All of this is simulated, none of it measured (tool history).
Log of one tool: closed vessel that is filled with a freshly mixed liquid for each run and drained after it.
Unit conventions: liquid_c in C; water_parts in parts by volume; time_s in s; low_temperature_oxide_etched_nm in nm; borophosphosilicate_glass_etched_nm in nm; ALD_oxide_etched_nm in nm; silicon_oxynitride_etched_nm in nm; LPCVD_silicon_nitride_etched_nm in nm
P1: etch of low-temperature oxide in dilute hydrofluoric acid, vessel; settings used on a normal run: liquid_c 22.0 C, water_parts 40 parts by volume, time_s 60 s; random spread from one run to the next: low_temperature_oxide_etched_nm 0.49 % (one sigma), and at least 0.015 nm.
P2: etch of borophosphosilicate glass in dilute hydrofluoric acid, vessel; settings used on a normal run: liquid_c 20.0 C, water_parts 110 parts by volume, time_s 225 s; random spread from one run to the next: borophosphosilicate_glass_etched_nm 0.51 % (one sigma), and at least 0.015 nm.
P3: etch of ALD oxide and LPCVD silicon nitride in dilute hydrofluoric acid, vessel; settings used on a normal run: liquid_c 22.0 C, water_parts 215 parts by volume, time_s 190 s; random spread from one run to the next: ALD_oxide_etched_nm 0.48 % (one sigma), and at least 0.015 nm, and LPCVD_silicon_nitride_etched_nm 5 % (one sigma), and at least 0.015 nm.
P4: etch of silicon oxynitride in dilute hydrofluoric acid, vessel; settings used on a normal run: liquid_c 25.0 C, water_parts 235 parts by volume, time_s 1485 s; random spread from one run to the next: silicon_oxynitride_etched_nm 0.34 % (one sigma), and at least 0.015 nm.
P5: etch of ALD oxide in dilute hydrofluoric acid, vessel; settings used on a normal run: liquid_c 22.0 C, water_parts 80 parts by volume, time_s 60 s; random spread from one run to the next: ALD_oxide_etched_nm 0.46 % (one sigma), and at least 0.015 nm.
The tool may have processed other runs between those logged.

run	hour	process	liquid_c	water_parts	time_s	hours since the thermometer was replaced	hours since the hydrofluoric acid flow meter was replaced	low_temperature_oxide_etched_nm	borophosphosilicate_glass_etched_nm	ALD_oxide_etched_nm	silicon_oxynitride_etched_nm	LPCVD_silicon_nitride_etched_nm
1	10.0	P1	22.0	40	60	546.6	290.0	52.411				
2	19.8	P1	22.0	40	60	556.4	299.8	52.033				
3	37.9	P2	24.0	110	225	574.5	317.9		72.625			
4	50.6	P2	20.0	110	30	587.2	330.6		8.360			
5	59.4	P5	27.5	80	60	596.0	339.4			12.8400		
6	68.4	P1	28.5	40	60	605.0	348.4	67.729				
7	87.0	P5	22.0	80	60	623.6	367.0			10.4680		
8	103.0	P2	20.0	40	225	639.6	383.0		184.520			
9	111.8	P1	17.0	40	60	648.4	391.8	42.365				
10	128.9	P2	20.0	110	225	665.5	408.9		62.896			
11	143.1	P5	22.0	115	60	679.7	423.1			6.9259		
12	152.2	P4	25.0	235	30	688.8	432.2				0.57406	
13	161.9	P1	22.0	40	60	698.5	441.9	52.826				
14	173.3	P1	17.0	40	30	709.9	453.3	21.158				
15	187.0	P4	32.5	235	1485	723.6	467.0				38.04800	
16	206.2	P3	22.0	215	190	742.8	486.2			10.1530		0.38740
17	217.3	P1	22.0	40	60	753.9	497.3	52.264				
18	231.1	P1	22.0	20	110	767.7	511.1	194.740				
19	248.1	P1	22.0	40	35	784.7	528.1	30.722				
20	261.5	P5	22.0	80	60	798.1	541.5			10.4690		
21	275.8	P1	22.0	40	60	812.4	555.8	52.252				
22	284.3	P3	22.0	215	335	820.9	564.3			18.0760		0.77770
23	300.9	P1	22.0	65	60	837.5	580.9	30.981				
24	316.7	P4	25.0	235	1485	853.3	596.7				27.73300	
25	333.2	P3	29.5	215	190	869.8	613.2			13.3780		0.57830
26	351.5	P1	22.0	40	60	888.1	631.5	52.708				
27	366.5	P1	22.0	40	60	903.1	646.5	52.306				
28	384.7	P5	22.0	80	30	921.3	664.7			5.2401		
29	395.3	P1	22.0	20	60	931.9	675.3	107.330				
30	409.3	P3	22.0	375	190	945.9	689.3			5.0259		0.20813
31	423.9	P4	25.0	75	1485	960.5	703.9				99.77500	
32	442.6	P1	26.5	40	100	979.2	722.6	103.910				
33	453.3	P3	22.0	215	190	989.9	733.3			10.1570		0.44879
34	463.7	P1	22.0	40	90	1000.3	743.7	78.995				
35	481.6	P1	22.0	40	60	1018.2	761.6	52.574				
36	493.7	P1	22.0	40	60	1030.3	773.7	53.991				
37	512.4	P1	22.0	40	60	1049.0	792.4	56.296				
38	523.0	P1	22.0	40	60	1059.6	803.0	56.384				
39	542.2	P1	22.0	40	60	1078.8	822.2	57.003				
40	551.9	P1	22.0	40	60	1088.5	831.9	57.304				
41	565.9	P1	22.0	40	60	1102.5	845.9	57.555				
42	578.2	P1	22.0	40	60	1114.8	858.2	57.407				

The output of P1 has drifted from where it used to be. Each of the 2 causes below, taken at the size shown beside it, accounts for the log equally well:
A: hydrofluoric acid flow above the setpoint (%) = 9.6
B: liquid hotter than its thermometer reads (K) = 2.31
The gradual shift began around hour 481.6.

Which of the 4 check runs listed below separates the causes, so that each cause would produce a clearly different result? Each run uses one wafer, and its results are marked with question marks.
check 1	590.5	P4	25.0	105	170						?	
check 2	590.5	P3	27.5	365	190					?		?
check 3	590.5	P5	25.0	80	60					?		
check 4	590.5	P2	20.0	60	30				?			

What every check run would give for each of its results, assuming each possible cause in turn:
check	result	if A	if B
check 1	silicon_oxynitride_etched_nm	8.76520	8.82790
check 2	ALD_oxide_etched_nm	7.0623	6.7114
check 2	LPCVD_silicon_nitride_etched_nm	0.36731	0.38176
check 3	ALD_oxide_etched_nm	13.0100	12.8840
check 4	borophosphosilicate_glass_etched_nm	17.829	17.803
Smallest distance between any two causes, each pair judged by its most separating result, in per cent: check 1 0.71 %; check 2 5.1 %; check 3 0.97 %; check 4 0.15 %
Check 2 tells the causes apart: in the others they would give nearly the same result.

Check 2 has now been run. It gave: ALD_oxide_etched_nm 7.0954 nm; LPCVD_silicon_nitride_etched_nm 0.32728 nm. Which of the candidate causes is it?

The cause is A: hydrofluoric acid flow above the setpoint (%).

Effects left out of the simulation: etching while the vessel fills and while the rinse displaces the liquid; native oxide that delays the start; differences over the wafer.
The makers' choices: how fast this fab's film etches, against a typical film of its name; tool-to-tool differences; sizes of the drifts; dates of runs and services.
